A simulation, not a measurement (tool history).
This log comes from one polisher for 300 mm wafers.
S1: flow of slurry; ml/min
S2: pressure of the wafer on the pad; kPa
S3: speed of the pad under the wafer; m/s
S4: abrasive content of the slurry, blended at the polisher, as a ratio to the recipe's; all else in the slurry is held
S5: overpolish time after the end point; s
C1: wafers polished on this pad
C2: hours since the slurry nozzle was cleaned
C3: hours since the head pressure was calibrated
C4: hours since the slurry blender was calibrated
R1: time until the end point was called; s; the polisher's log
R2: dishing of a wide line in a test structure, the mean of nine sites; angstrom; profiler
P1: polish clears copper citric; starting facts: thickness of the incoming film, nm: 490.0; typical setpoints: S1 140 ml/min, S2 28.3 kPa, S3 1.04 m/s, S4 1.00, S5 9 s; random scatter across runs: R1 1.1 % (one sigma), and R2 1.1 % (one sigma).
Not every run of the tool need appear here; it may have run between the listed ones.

run,hour,S1,S2,S3,S4,S5,C1,C2,C3,C4,R1,R2
1,2.5,140,28.3,1.04,1.00,9,262,443.5,291.0,115.6,155.31,187.160
2,6.0,140,28.3,1.04,1.00,9,277,447.0,294.5,119.1,155.26,195.150
3,10.5,140,14.5,1.04,1.00,9,297,451.5,299.0,123.6,305.32,106.480
4,13.4,140,28.3,1.04,1.00,9,309,454.4,301.9,126.5,158.92,190.760
5,16.9,140,28.3,1.04,1.00,3,324,457.9,305.4,130.0,156.16,69.801
6,20.7,195,28.3,1.04,1.35,9,340,461.7,309.2,133.8,141.00,214.430
7,24.0,90,28.3,1.04,1.00,9,354,465.0,312.5,137.1,173.04,170.800
8,26.7,205,28.3,1.04,1.00,9,366,467.7,315.2,139.8,147.06,200.720
9,30.5,140,28.3,1.04,1.00,15,382,471.5,319.0,143.6,158.05,291.830
10,34.7,140,28.3,1.04,0.50,9,400,475.7,323.2,147.8,181.77,170.040
11,37.6,140,28.3,1.04,1.45,9,412,478.6,326.1,150.7,141.47,204.760
12,40.7,140,28.3,1.04,1.00,9,425,481.7,329.2,153.8,154.90,192.560
13,45.2,140,38.6,1.04,1.00,9,444,486.2,333.7,158.3,117.08,249.990
14,49.4,140,28.3,0.74,1.00,9,462,490.4,337.9,162.5,218.49,144.720
15,52.4,140,28.3,1.50,1.00,9,475,493.4,340.9,165.5,108.77,257.770
16,55.3,140,28.3,1.04,1.00,9,487,496.3,343.8,168.4,156.29,192.440
17,58.6,85,28.3,0.54,1.00,9,502,499.6,347.1,171.7,334.75,96.307
18,61.0,140,28.3,1.04,1.00,9,512,502.0,349.5,174.1,157.37,193.480
19,65.4,140,28.3,1.04,1.00,9,531,506.4,353.9,178.5,166.89,181.620
20,68.1,140,28.3,1.04,1.00,9,542,509.1,356.6,181.2,167.20,181.980
# hour 71.2: head pressure recalibrated
21,73.0,140,28.3,1.04,1.00,9,563,514.0,1.8,186.1,169.97,179.320
# hour 76.5: slurry blender recalibrated
22,77.1,140,28.3,1.04,1.00,9,580,518.1,5.9,0.7,172.47,177.410
23,82.0,140,28.3,1.04,1.00,9,601,523.0,10.8,5.6,171.94,177.950
24,84.8,140,28.3,1.04,1.00,9,613,525.8,13.6,8.4,174.40,176.510

P1 no longer gives what it gave before; its output has crept away from where it was. The following 2 causes, each at its listed size, fit the log equally well:
A: slurry flow missing at the pad, % = 35.6
B: removal rate lost through wear of the pad, % = 9.45
At approximately hour 61.0, the process output began to creep.
Ruled out, with reasons:
head's pressure below its setpoint, %: serviced at hour 71.2, after the drift had started, without restoring the earlier output
abrasive missing from the slurry, %: serviced at hour 76.5, after the drift had started, without restoring the earlier output

Consider the 4 check runs below, whose results appear as question marks and each of which averages 5 wafers. Which one distinguishes the causes, in that each cause would give it a clearly different result?
check 1,87.6,140,28.3,1.04,0.55,9,,,,,?,?
check 2,87.6,140,19.3,1.04,0.60,9,,,,,?,?
check 3,87.6,140,28.3,1.04,1.00,3,,,,,?,?
check 4,87.6,95,28.3,1.04,1.00,9,,,,,?,?

If the cause were each of the candidates in turn, the checks would give the following:
check,result,if A,if B
check 1,R1,196.44,196.41
check 1,R2,157.160,157.180
check 2,R1,280.47,280.42
check 2,R2,113.150,113.160
check 3,R1,173.62,173.60
check 3,R2,63.429,63.438
check 4,R1,196.81,189.09
check 4,R2,156.890,162.590
Smallest distance between any two causes, each pair judged by its most separating result, in per cent: check 1 0.02 %; check 2 0.02 %; check 3 0.02 %; check 4 4.01 %
The causes can be told apart only by check 4. The other checks would give nearly the same results under each of them.

Check 4 was then run and gave: R1 197.56 s; R2 156.710 angstrom. Which cause is it?

The cause is A: slurry flow missing at the pad, %.
